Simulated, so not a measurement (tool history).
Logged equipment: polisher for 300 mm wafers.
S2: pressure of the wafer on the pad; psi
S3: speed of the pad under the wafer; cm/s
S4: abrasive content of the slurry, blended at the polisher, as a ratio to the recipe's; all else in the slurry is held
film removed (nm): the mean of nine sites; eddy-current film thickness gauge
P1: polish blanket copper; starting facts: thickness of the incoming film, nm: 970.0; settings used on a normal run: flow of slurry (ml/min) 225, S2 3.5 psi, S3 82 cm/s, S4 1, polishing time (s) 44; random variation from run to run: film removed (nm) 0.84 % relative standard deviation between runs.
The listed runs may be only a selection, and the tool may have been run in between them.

Run 1, day 0.35: flow of slurry (ml/min) 225, S2 3.5 psi, S3 82 cm/s, S4 1, polishing time (s) 44. Result: film removed (nm) 151.39.
Run 2, day 0.729: flow of slurry (ml/min) 225, S2 3.5 psi, S3 82 cm/s, S4 1, polishing time (s) 20. Result: film removed (nm) 69.908.
Run 3, day 1.483: flow of slurry (ml/min) 135, S2 3.5 psi, S3 82 cm/s, S4 1, polishing time (s) 44. Result: film removed (nm) 140.12.
Run 4, day 1.854: flow of slurry (ml/min) 135, S2 5.4 psi, S3 82 cm/s, S4 1, polishing time (s) 44. Result: film removed (nm) 216.96.
Run 5, day 2.262: flow of slurry (ml/min) 225, S2 5.1 psi, S3 82 cm/s, S4 1, polishing time (s) 44. Result: film removed (nm) 217.99.
Run 6, day 2.862: flow of slurry (ml/min) 225, S2 3.5 psi, S3 82 cm/s, S4 1, polishing time (s) 44. Result: film removed (nm) 152.09.
Run 7, day 3.488: flow of slurry (ml/min) 225, S2 3.5 psi, S3 122 cm/s, S4 1, polishing time (s) 44. Result: film removed (nm) 226.17.
Run 8, day 3.9: flow of slurry (ml/min) 225, S2 3.5 psi, S3 82 cm/s, S4 1, polishing time (s) 44. Result: film removed (nm) 152.52.
At day 4.079: slurry nozzle cleaned.
Run 9, day 4.646: flow of slurry (ml/min) 335, S2 3.5 psi, S3 82 cm/s, S4 1, polishing time (s) 44. Result: film removed (nm) 158.13.
At day 5.092: worn pad replaced by a new one.
Run 10, day 5.188: flow of slurry (ml/min) 225, S2 3.5 psi, S3 36 cm/s, S4 1, polishing time (s) 44. Result: film removed (nm) 65.717.
Run 11, day 5.667: flow of slurry (ml/min) 225, S2 3.5 psi, S3 82 cm/s, S4 0.7, polishing time (s) 44. Result: film removed (nm) 142.17.
Run 12, day 6.3: flow of slurry (ml/min) 225, S2 3.5 psi, S3 58 cm/s, S4 0.7, polishing time (s) 44. Result: film removed (nm) 99.162.
Run 13, day 6.746: flow of slurry (ml/min) 225, S2 3.5 psi, S3 82 cm/s, S4 1.45, polishing time (s) 44. Result: film removed (nm) 163.26.
Run 14, day 7.133: flow of slurry (ml/min) 225, S2 1.7 psi, S3 82 cm/s, S4 1, polishing time (s) 44. Result: film removed (nm) 73.895.
Run 15, day 7.871: flow of slurry (ml/min) 225, S2 3.5 psi, S3 82 cm/s, S4 1, polishing time (s) 44. Result: film removed (nm) 151.57.
Run 16, day 8.525: flow of slurry (ml/min) 225, S2 3.5 psi, S3 82 cm/s, S4 1, polishing time (s) 66. Result: film removed (nm) 228.77.
Run 17, day 9.108: flow of slurry (ml/min) 225, S2 3.5 psi, S3 82 cm/s, S4 1, polishing time (s) 44. Result: film removed (nm) 153.72.
Run 18, day 9.75: flow of slurry (ml/min) 225, S2 3.5 psi, S3 82 cm/s, S4 1, polishing time (s) 44. Result: film removed (nm) 153.43.
At day 9.783: slurry blender recalibrated.
Run 19, day 10.221: flow of slurry (ml/min) 225, S2 3.5 psi, S3 82 cm/s, S4 1, polishing time (s) 44. Result: film removed (nm) 149.66.
Run 20, day 10.862: flow of slurry (ml/min) 225, S2 3.5 psi, S3 40 cm/s, S4 1, polishing time (s) 31. Result: film removed (nm) 52.365.
Run 21, day 11.362: flow of slurry (ml/min) 225, S2 3.5 psi, S3 82 cm/s, S4 1, polishing time (s) 44. Result: film removed (nm) 153.57.
Run 22, day 12.058: flow of slurry (ml/min) 225, S2 3.5 psi, S3 82 cm/s, S4 1, polishing time (s) 44. Result: film removed (nm) 148.02.
Run 23, day 12.6: flow of slurry (ml/min) 225, S2 3.5 psi, S3 82 cm/s, S4 1, polishing time (s) 44. Result: film removed (nm) 145.44.

What does the tool deliver on the next run?
At day 12.829: slurry blender recalibrated.
Run 24, day 13.375: flow of slurry (ml/min) 225, S2 3.5 psi, S3 82 cm/s, S4 1, polishing time (s) 44. Result: film removed (nm) ?.

film removed (nm): 144.65
